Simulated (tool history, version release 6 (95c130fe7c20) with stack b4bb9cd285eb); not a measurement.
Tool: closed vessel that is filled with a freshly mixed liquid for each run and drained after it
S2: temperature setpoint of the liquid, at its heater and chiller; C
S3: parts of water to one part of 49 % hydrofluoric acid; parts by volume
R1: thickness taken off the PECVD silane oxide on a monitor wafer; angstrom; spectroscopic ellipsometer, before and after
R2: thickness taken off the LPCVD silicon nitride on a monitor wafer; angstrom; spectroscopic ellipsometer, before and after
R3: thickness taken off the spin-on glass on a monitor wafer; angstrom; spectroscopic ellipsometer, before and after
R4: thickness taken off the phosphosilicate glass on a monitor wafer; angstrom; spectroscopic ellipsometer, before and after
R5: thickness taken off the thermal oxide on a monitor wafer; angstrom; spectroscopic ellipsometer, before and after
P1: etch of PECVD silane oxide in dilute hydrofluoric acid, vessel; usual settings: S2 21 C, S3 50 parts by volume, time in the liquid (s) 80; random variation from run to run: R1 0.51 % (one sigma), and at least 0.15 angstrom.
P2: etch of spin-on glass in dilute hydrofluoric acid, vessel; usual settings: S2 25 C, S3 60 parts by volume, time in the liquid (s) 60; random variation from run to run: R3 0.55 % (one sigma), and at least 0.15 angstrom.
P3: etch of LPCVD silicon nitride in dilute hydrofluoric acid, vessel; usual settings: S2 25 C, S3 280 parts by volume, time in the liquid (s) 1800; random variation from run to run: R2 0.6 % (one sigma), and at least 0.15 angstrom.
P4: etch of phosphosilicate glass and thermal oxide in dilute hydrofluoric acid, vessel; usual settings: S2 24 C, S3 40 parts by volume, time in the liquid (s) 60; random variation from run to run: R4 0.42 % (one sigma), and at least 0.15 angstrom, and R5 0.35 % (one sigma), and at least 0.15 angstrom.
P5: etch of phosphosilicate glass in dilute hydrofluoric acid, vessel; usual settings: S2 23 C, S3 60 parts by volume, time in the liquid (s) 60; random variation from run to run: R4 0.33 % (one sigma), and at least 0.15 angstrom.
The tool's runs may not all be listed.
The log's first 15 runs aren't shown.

Run 16, hour 113.3: process that ran P5, S2 23 C, S3 60 parts by volume, time in the liquid (s) 30. Result: R4 453.30 angstrom.
Run 17, hour 118.9: process that ran P1, S2 17 C, S3 85 parts by volume, time in the liquid (s) 80. Result: R1 248.11 angstrom.
Run 18, hour 127.5: process that ran P1, S2 21 C, S3 75 parts by volume, time in the liquid (s) 80. Result: R1 332.26 angstrom.
Run 19, hour 136.5: process that ran P1, S2 21 C, S3 50 parts by volume, time in the liquid (s) 30. Result: R1 192.13 angstrom.
Run 20, hour 143.1: process that ran P1, S2 21 C, S3 50 parts by volume, time in the liquid (s) 80. Result: R1 516.06 angstrom.
Run 21, hour 151.8: process that ran P3, S2 25 C, S3 280 parts by volume, time in the liquid (s) 1005. Result: R2 18.507 angstrom.
Run 22, hour 157.5: process that ran P1, S2 21 C, S3 50 parts by volume, time in the liquid (s) 80. Result: R1 509.84 angstrom.
Run 23, hour 165.9: process that ran P2, S2 30 C, S3 60 parts by volume, time in the liquid (s) 60. Result: R3 501.47 angstrom.
Run 24, hour 173.3: process that ran P3, S2 17 C, S3 280 parts by volume, time in the liquid (s) 1800. Result: R2 20.274 angstrom.
Run 25, hour 178.9: process that ran P5, S2 23 C, S3 40 parts by volume, time in the liquid (s) 60. Result: R4 1400.50 angstrom.
Run 26, hour 183.7: process that ran P2, S2 25 C, S3 60 parts by volume, time in the liquid (s) 60. Result: R3 414.55 angstrom.

Forecast run 27:
Run 27, hour 188.7: process that ran P4, S2 24 C, S3 55 parts by volume, time in the liquid (s) 60. Result: R4 ?, R5 ?.

{"run 27": {"R4": 1416.0, "R5": 56.19}}
